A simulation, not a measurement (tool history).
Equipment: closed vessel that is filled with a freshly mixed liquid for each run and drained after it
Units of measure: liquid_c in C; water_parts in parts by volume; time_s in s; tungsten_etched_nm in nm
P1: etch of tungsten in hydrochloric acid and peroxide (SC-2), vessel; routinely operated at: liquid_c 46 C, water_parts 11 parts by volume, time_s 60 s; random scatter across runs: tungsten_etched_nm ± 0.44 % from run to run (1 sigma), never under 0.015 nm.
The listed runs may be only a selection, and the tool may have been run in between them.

run    day  liquid_c  water_parts  time_s  hours since the thermometer was replaced  hours since the chemicals flow meter was replaced  hours since the drum of peroxide was connected  tungsten_etched_nm
  1  0.192        46           11      60                                     889.3                                              699.8                                           881.7              16.233
  2    0.5      53.5           11      30                                     896.7                                              707.2                                           889.1               13.51
  3  0.817        46           11      30                                     904.3                                              714.8                                           896.7              8.1549
  4      1        46            4      60                                     908.7                                              719.2                                           901.1              35.339
  5  1.325      55.5            7      60                                     916.5                                                727                                           908.9              44.365
  6    1.5        35           11      60                                     920.7                                              731.2                                           913.1              7.5298
  7  1.683        46           11      60                                     925.1                                              735.6                                           917.5              16.302
  8  1.925        46           11      60                                     930.9                                              741.4                                           923.3              16.288
  9  2.225        46         19.5      60                                     938.1                                              748.6                                           930.5              9.8587
     2.288  -- chemicals flow meter replaced
 10  2.538        60           11      60                                     945.6                                                6.1                                             938              40.985
 11  2.767        46           11      60                                     951.1                                               11.6                                           943.5              16.188

For run 12, what comes out?
 12  3.042        46           11     110                                     957.7                                               18.2                                           950.1                   ?

{"run 12": {"tungsten_etched_nm": 29.895}}

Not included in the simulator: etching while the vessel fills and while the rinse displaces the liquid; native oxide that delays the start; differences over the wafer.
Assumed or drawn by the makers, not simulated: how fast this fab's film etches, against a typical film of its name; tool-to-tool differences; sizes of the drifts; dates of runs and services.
